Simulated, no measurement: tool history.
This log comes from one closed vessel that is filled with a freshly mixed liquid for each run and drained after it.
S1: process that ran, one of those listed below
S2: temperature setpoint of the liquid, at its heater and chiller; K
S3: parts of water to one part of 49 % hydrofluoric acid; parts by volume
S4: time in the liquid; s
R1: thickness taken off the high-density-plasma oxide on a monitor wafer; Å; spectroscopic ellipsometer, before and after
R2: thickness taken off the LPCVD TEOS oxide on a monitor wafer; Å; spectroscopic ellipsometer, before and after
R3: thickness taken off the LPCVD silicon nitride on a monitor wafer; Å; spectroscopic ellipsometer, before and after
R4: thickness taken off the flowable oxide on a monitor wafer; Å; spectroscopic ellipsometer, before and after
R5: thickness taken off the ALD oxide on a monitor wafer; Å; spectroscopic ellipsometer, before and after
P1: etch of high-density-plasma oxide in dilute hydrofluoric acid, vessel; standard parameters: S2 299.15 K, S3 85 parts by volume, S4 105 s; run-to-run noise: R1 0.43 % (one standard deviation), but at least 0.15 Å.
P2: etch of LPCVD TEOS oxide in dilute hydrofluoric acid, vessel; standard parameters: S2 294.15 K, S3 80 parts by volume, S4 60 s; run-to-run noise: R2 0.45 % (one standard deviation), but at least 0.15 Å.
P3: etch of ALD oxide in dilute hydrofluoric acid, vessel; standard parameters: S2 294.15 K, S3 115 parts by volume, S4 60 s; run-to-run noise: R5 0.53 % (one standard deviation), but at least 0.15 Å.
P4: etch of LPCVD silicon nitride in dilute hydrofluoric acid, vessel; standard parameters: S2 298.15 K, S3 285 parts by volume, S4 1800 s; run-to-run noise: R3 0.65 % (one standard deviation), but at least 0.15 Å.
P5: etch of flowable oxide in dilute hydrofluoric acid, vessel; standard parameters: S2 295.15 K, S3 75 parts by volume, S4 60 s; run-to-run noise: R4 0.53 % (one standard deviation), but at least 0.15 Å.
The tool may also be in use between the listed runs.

run 1 hour=9.4 | S1=P1 S2=299.15 S3=85 S4=105 | R1=148.700
run 2 hour=18.3 | S1=P2 S2=294.15 S3=130 S4=60 | R2=170.98
run 3 hour=25.9 | S1=P4 S2=298.15 S3=285 S4=1800 | R3=32.989
run 4 hour=40.2 | S1=P1 S2=299.15 S3=85 S4=105 | R1=147.610
run 5 hour=47.9 | S1=P4 S2=298.15 S3=285 S4=805 | R3=14.625
run 6 hour=59.8 | S1=P1 S2=299.15 S3=85 S4=105 | R1=147.920
run 7 hour=73.2 | S1=P4 S2=298.15 S3=85 S4=1800 | R3=110.010
run 8 hour=85.4 | S1=P5 S2=300.15 S3=75 S4=60 | R4=342.33
run 9 hour=93.4 | S1=P4 S2=291.15 S3=285 S4=1800 | R3=21.231
run 10 hour=101.5 | S1=P1 S2=299.15 S3=85 S4=185 | R1=260.180
run 11 hour=108.6 | S1=P3 S2=290.15 S3=115 S4=60 | R5=89.425
run 12 hour=122.4 | S1=P2 S2=294.15 S3=80 S4=115 | R2=563.25
run 13 hour=131.6 | S1=P5 S2=295.15 S3=35 S4=60 | R4=630.66
run 14 hour=140.7 | S1=P1 S2=294.15 S3=85 S4=55 | R1=63.287
run 15 hour=155.0 | S1=P1 S2=299.15 S3=85 S4=30 | R1=42.304
run 16 hour=167.9 | S1=P2 S2=294.15 S3=80 S4=60 | R2=293.16
run 17 hour=180.5 | S1=P1 S2=299.15 S3=85 S4=105 | R1=148.150
run 18 hour=193.9 | S1=P3 S2=294.15 S3=115 S4=30 | R5=53.113
run 19 hour=204.8 | S1=P5 S2=295.15 S3=75 S4=60 | R4=277.91
run 20 hour=217.5 | S1=P4 S2=298.15 S3=285 S4=1800 | R3=32.955
run 21 hour=224.4 | S1=P2 S2=300.65 S3=80 S4=60 | R2=382.34
run 22 hour=235.9 | S1=P1 S2=299.15 S3=145 S4=105 | R1=80.475
-- hour=244.5 thermometer replaced
run 23 hour=248.9 | S1=P3 S2=294.15 S3=115 S4=60 | R5=106.080
run 24 hour=259.8 | S1=P3 S2=294.15 S3=115 S4=60 | R5=105.230
run 25 hour=268.4 | S1=P1 S2=292.15 S3=85 S4=105 | R1=111.360
run 26 hour=274.7 | S1=P3 S2=294.15 S3=190 S4=60 | R5=58.671
run 27 hour=284.3 | S1=P1 S2=299.15 S3=85 S4=105 | R1=148.160
run 28 hour=293.1 | S1=P5 S2=295.15 S3=75 S4=60 | R4=280.61
run 29 hour=299.9 | S1=P1 S2=299.15 S3=50 S4=105 | R1=264.310
run 30 hour=308.2 | S1=P1 S2=304.65 S3=85 S4=105 | R1=182.910
run 31 hour=322.8 | S1=P5 S2=295.15 S3=75 S4=95 | R4=445.70
run 32 hour=331.4 | S1=P1 S2=299.15 S3=85 S4=105 | R1=148.870
run 33 hour=345.8 | S1=P1 S2=299.15 S3=85 S4=105 | R1=142.160
run 34 hour=357.5 | S1=P1 S2=299.15 S3=85 S4=105 | R1=140.170
run 35 hour=367.0 | S1=P1 S2=299.15 S3=85 S4=105 | R1=138.620
run 36 hour=377.8 | S1=P1 S2=299.15 S3=85 S4=105 | R1=137.700
run 37 hour=384.6 | S1=P1 S2=299.15 S3=85 S4=105 | R1=137.260
run 38 hour=392.8 | S1=P1 S2=299.15 S3=85 S4=105 | R1=137.010
run 39 hour=401.7 | S1=P1 S2=299.15 S3=85 S4=105 | R1=137.360

P1 has crept away from where it was. The log is fitted equally well by each of these 2 causes, at the sizes shown:
A: hydrofluoric acid flow below the setpoint (%) = 6.55
B: liquid colder than its thermometer reads (K) = 1.91
Onset of the creep was near hour 331.4.

4 check runs are offered, one wafer each, their results left as question marks. Which one tells the causes apart?
run check 1 hour=410.6 | S1=P5 S2=295.15 S3=35 S4=85 | R4=?
run check 2 hour=410.6 | S1=P4 S2=298.15 S3=115 S4=1800 | R3=?
run check 3 hour=410.6 | S1=P3 S2=294.15 S3=170 S4=60 | R5=?
run check 4 hour=410.6 | S1=P2 S2=297.65 S3=80 S4=60 | R2=?

What each check would give under each cause:
check=check_1 result=R4 if_A=833.48 if_B=824.70
check=check_2 result=R3 if_A=75.871 if_B=71.608
check=check_3 result=R5 if_A=62.071 if_B=62.383
check=check_4 result=R2 if_A=315.21 if_B=314.52
Minimum pairwise separation of causes per check, each pair taken at its best-separating result: check 1 1.06 %; check 2 5.78 %; check 3 0.5 %; check 4 0.22 %
Check 2 tells the causes apart: in the others they would give nearly the same result.

Running check 2 produced the following: R3 71.422 Å. Which one of the listed causes fits?

B is the cause: liquid colder than its thermometer reads (K).
